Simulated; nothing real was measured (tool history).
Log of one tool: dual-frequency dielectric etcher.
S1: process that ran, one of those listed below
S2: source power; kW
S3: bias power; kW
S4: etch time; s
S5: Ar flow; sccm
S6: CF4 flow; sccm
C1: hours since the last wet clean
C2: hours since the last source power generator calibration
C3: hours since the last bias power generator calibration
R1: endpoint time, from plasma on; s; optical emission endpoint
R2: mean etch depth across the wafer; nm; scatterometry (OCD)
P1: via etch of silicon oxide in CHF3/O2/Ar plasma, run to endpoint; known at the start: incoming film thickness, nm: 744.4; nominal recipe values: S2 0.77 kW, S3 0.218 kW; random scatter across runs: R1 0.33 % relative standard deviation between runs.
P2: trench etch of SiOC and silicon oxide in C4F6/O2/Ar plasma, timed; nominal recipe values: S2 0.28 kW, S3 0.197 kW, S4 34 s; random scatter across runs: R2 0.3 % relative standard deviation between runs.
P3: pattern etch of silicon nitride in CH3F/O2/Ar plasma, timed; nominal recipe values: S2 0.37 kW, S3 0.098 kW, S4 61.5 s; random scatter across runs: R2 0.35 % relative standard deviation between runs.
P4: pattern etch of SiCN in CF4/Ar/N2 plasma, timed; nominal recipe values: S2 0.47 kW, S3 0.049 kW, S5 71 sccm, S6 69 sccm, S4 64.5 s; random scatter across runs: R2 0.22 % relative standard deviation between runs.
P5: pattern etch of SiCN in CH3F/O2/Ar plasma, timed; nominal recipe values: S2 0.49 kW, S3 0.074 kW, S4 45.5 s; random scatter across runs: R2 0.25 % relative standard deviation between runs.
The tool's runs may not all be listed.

Run 1, hour 12.3: S1 P1, S2 0.77 kW, S3 0.218 kW; C1 456.7; C2 1644.6; C3 3398.4. Result: R1 322.31 s.
Run 2, hour 18.4: S1 P2, S2 0.28 kW, S3 0.197 kW, S4 49.5 s; C1 462.8; C2 1650.7; C3 3404.5. Result: R2 86.255 nm.
Run 3, hour 24.7: S1 P3, S2 0.24 kW, S3 0.098 kW, S4 61.5 s; C1 469.1; C2 1657; C3 3410.8. Result: R2 40.658 nm.
Run 4, hour 30.2: S1 P5, S2 0.49 kW, S3 0.074 kW, S4 62.5 s; C1 474.6; C2 1662.5; C3 3416.3. Result: R2 25.475 nm.
Run 5, hour 36.9: S1 P4, S2 0.47 kW, S3 0.049 kW, S4 64.5 s, S5 71 sccm, S6 56 sccm; C1 481.3; C2 1669.2; C3 3423. Result: R2 51.264 nm.
At hour 37.3: source power generator calibrated.
Run 6, hour 43.1: S1 P5, S2 0.69 kW, S3 0.074 kW, S4 45.5 s; C1 487.5; C2 5.8; C3 3429.2. Result: R2 21.033 nm.
Run 7, hour 48.9: S1 P1, S2 0.48 kW, S3 0.3 kW; C1 493.3; C2 11.6; C3 3435. Result: R1 339.56 s.
Run 8, hour 58.7: S1 P1, S2 0.77 kW, S3 0.262 kW; C1 503.1; C2 21.4; C3 3444.8. Result: R1 301.83 s.
Run 9, hour 67: S1 P1, S2 0.77 kW, S3 0.218 kW; C1 511.4; C2 29.7; C3 3453.1. Result: R1 319.99 s.
Run 10, hour 75.4: S1 P4, S2 0.47 kW, S3 0.037 kW, S4 64.5 s, S5 71 sccm, S6 69 sccm; C1 519.8; C2 38.1; C3 3461.5. Result: R2 48.992 nm.
Run 11, hour 87.7: S1 P1, S2 0.77 kW, S3 0.218 kW; C1 532.1; C2 50.4; C3 3473.8. Result: R1 321.76 s.
Run 12, hour 94.9: S1 P1, S2 0.77 kW, S3 0.218 kW; C1 539.3; C2 57.6; C3 3481. Result: R1 320.5 s.
Run 13, hour 100.4: S1 P2, S2 0.39 kW, S3 0.197 kW, S4 34 s; C1 544.8; C2 63.1; C3 3486.5. Result: R2 67.261 nm.
Run 14, hour 110.1: S1 P1, S2 0.77 kW, S3 0.176 kW; C1 554.5; C2 72.8; C3 3496.2. Result: R1 341.99 s.
Run 15, hour 115.6: S1 P5, S2 0.49 kW, S3 0.074 kW, S4 45.5 s; C1 560; C2 78.3; C3 3501.7. Result: R2 18.455 nm.
Run 16, hour 127.1: S1 P1, S2 0.77 kW, S3 0.218 kW; C1 571.5; C2 89.8; C3 3513.2. Result: R1 320.42 s.
Run 17, hour 136.5: S1 P4, S2 0.47 kW, S3 0.049 kW, S4 44.5 s, S5 71 sccm, S6 69 sccm; C1 580.9; C2 99.2; C3 3522.6. Result: R2 36.591 nm.
Run 18, hour 143: S1 P4, S2 0.47 kW, S3 0.049 kW, S4 64.5 s, S5 71 sccm, S6 69 sccm; C1 587.4; C2 105.7; C3 3529.1. Result: R2 52.946 nm.
Run 19, hour 154.5: S1 P4, S2 0.3 kW, S3 0.049 kW, S4 64.5 s, S5 71 sccm, S6 69 sccm; C1 598.9; C2 117.2; C3 3540.6. Result: R2 35.512 nm.
Run 20, hour 165: S1 P1, S2 1.02 kW, S3 0.278 kW; C1 609.4; C2 127.7; C3 3551.1. Result: R1 264.23 s.
Run 21, hour 176.1: S1 P1, S2 0.91 kW, S3 0.218 kW; C1 620.5; C2 138.8; C3 3562.2. Result: R1 300.44 s.
Run 22, hour 185.3: S1 P2, S2 0.28 kW, S3 0.153 kW, S4 34 s; C1 629.7; C2 148; C3 3571.4. Result: R2 54.654 nm.
Run 23, hour 197.5: S1 P2, S2 0.28 kW, S3 0.197 kW, S4 34 s; C1 641.9; C2 160.2; C3 3583.6. Result: R2 59.399 nm.
Run 24, hour 206.6: S1 P1, S2 0.6 kW, S3 0.218 kW; C1 651; C2 169.3; C3 3592.7. Result: R1 352.49 s.
Run 25, hour 216.1: S1 P4, S2 0.47 kW, S3 0.049 kW, S4 64.5 s, S5 100 sccm, S6 69 sccm; C1 660.5; C2 178.8; C3 3602.2. Result: R2 50.309 nm.
Run 26, hour 225.7: S1 P3, S2 0.37 kW, S3 0.098 kW, S4 61.5 s; C1 670.1; C2 188.4; C3 3611.8. Result: R2 48.117 nm.
Run 27, hour 234.8: S1 P3, S2 0.37 kW, S3 0.078 kW, S4 61.5 s; C1 679.2; C2 197.5; C3 3620.9. Result: R2 44.229 nm.
Run 28, hour 241.1: S1 P3, S2 0.37 kW, S3 0.098 kW, S4 88 s; C1 685.5; C2 203.8; C3 3627.2. Result: R2 68.574 nm.
Run 29, hour 250.1: S1 P4, S2 0.47 kW, S3 0.049 kW, S4 64.5 s, S5 71 sccm, S6 69 sccm; C1 694.5; C2 212.8; C3 3636.2. Result: R2 52.84 nm.
Run 30, hour 257.7: S1 P5, S2 0.49 kW, S3 0.099 kW, S4 45.5 s; C1 702.1; C2 220.4; C3 3643.8. Result: R2 20.5 nm.

What will run 31 give?
Run 31, hour 270.4: S1 P1, S2 0.77 kW, S3 0.218 kW; C1 714.8; C2 233.1; C3 3656.5. Result: R1 ?.

Logged for run 31: R1 320.3 s.
